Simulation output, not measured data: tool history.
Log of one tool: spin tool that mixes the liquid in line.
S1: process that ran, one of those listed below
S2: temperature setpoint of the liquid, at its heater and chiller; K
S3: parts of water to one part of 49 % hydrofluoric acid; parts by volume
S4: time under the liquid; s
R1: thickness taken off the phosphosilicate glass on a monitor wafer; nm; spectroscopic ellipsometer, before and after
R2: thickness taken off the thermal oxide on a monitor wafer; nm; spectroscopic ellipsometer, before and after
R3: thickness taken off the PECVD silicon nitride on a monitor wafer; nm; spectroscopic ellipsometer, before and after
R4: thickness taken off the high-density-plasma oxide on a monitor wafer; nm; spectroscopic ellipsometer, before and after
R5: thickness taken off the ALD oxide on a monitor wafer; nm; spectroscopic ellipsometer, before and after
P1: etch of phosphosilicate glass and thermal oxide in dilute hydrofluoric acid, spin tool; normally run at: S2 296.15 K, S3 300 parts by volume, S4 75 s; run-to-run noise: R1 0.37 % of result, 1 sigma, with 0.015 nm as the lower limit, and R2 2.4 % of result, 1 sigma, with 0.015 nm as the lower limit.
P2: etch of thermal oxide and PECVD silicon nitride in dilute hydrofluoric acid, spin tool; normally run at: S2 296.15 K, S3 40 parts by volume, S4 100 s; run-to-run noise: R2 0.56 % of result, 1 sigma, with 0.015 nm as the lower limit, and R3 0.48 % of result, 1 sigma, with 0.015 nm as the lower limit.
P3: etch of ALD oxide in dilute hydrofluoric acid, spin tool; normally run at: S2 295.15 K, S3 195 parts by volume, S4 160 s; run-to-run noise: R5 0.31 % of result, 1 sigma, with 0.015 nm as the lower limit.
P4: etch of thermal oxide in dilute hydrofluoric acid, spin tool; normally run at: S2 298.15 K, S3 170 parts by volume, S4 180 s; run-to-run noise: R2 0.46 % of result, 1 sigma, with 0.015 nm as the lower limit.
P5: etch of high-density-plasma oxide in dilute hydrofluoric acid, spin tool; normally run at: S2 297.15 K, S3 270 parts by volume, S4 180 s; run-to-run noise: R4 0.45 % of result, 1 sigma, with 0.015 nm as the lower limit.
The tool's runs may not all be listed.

run   hour  S1      S2   S3   S4      R1       R2      R3      R4       R5
  1    5.9  P1  296.15  300   75  39.721  0.93653
  2   12.5  P2  296.15   40  175           20.938  12.758
  3   21.4  P1  301.15  300  110  69.129   1.5579
  4   27.8  P5  305.15  270  180                           5.8682
  5   37.4  P1  290.65  300   75  32.561  0.76522
  6   50.5  P4  298.15  240  180           3.0999
  7   61.7  P1  296.15  530   75  18.337  0.44415
  8   69.6  P1  296.15  300  135  71.256   1.5964
  9   79.3  P2  296.15   40  100           12.059  7.2781
 10   88.5  P2  296.15   20  100           24.838  14.153
      89.9  -- hydrofluoric acid flow meter replaced
 11   99.1  P4  298.15  170  180           4.6295
 12  111.9  P2  290.15   40  100           9.2172   4.745
 13  120.5  P2  296.15   40  100           12.011  7.3323
 14  128.7  P1  296.15  300   75  39.662  0.90028
 15  139.3  P1  296.15  300   75   39.59  0.89869
 16  149.3  P1  296.15  300   15  7.9004   0.1668
 17  159.1  P3  295.15  195   15                                   0.73201
 18  169.7  P1  296.15  300   75  39.728  0.93743
 19  175.7  P1  296.15  300   75  39.722  0.83711
 20  188.1  P1  300.15  300   75  45.478   1.0282
 21  200.9  P5  297.15  270  300                           7.4772
 22  209.6  P3  295.15  195  160                                     7.652
 23    216  P4  292.15  170  180           3.7406
 24  227.9  P3  295.15  195  160                                    7.6788
 25    235  P3  295.15   80  160                                    21.323
 26  242.2  P1  296.15  300   75  39.386  0.91573
 27  251.5  P4  298.15  170  365           9.5125
 28  261.1  P5  297.15  270  180                           4.5098
 29  274.2  P5  297.15  390  180                           2.7624
 30  282.9  P3  290.15  195  160                                    6.3411
 31  296.4  P1  296.15   95   75  154.28   3.6702
 32  302.5  P1  296.15  300   75  39.656  0.92941
 33  313.4  P1  296.15  300   75  40.632  0.86095
 34    320  P1  296.15  300   75  41.074  0.89502
 35  326.1  P1  296.15  300   75   41.26  0.90819
 36  338.3  P1  296.15  300   75  41.568  0.94335
 37  344.3  P1  296.15  300   75   41.46   0.9681
 38  350.3  P1  296.15  300   75  41.791   0.9094
 39  358.5  P1  296.15  300   75  41.809  0.94157
 40  371.8  P1  296.15  300   75  41.734  0.97546
 41    378  P1  296.15  300   75   42.04   0.9575
 42  386.8  P1  296.15  300   75  42.192  0.93415

What P1 gives has crept off from where it sat before. The 2 causes that follow fit the log equally well, each at the size noted:
A: hydrofluoric acid flow above the setpoint (%) = 4.77
B: liquid hotter than its thermometer reads (K) = 1.72
The drift started at roughly hour 302.5.

Question marks stand in for the results of the 4 check runs listed below, each run on one wafer. Under which run would the listed causes show clearly different results?
check 1  395.6  P5  297.15  270  180               ?
check 2  395.6  P3  295.15  195  160                   ?
check 3  395.6  P2  296.15   40  100       ?   ?
check 4  395.6  P4  298.15  170  180       ?

Predicted outcomes, by check and by cause:
  check  result    if A    if B
check 1      R4  4.7496  4.7554
check 2      R5  8.1503  8.2219
check 3      R2  12.576  12.862
check 3      R3  7.6375  8.2028
check 4      R2  4.9533  4.9937
Distance between the nearest two causes, measured in the result of the check that separates them most: check 1 0.12 %; check 2 0.88 %; check 3 7.14 %; check 4 0.81 %
The other checks would show nearly matching results whichever cause is true, so check 3 is the only one that separates the causes.

Running check 3 produced the following: R2 12.593 nm; R3 7.6256 nm. Which one of the listed causes fits?

The correct cause is A, namely: hydrofluoric acid flow above the setpoint (%).

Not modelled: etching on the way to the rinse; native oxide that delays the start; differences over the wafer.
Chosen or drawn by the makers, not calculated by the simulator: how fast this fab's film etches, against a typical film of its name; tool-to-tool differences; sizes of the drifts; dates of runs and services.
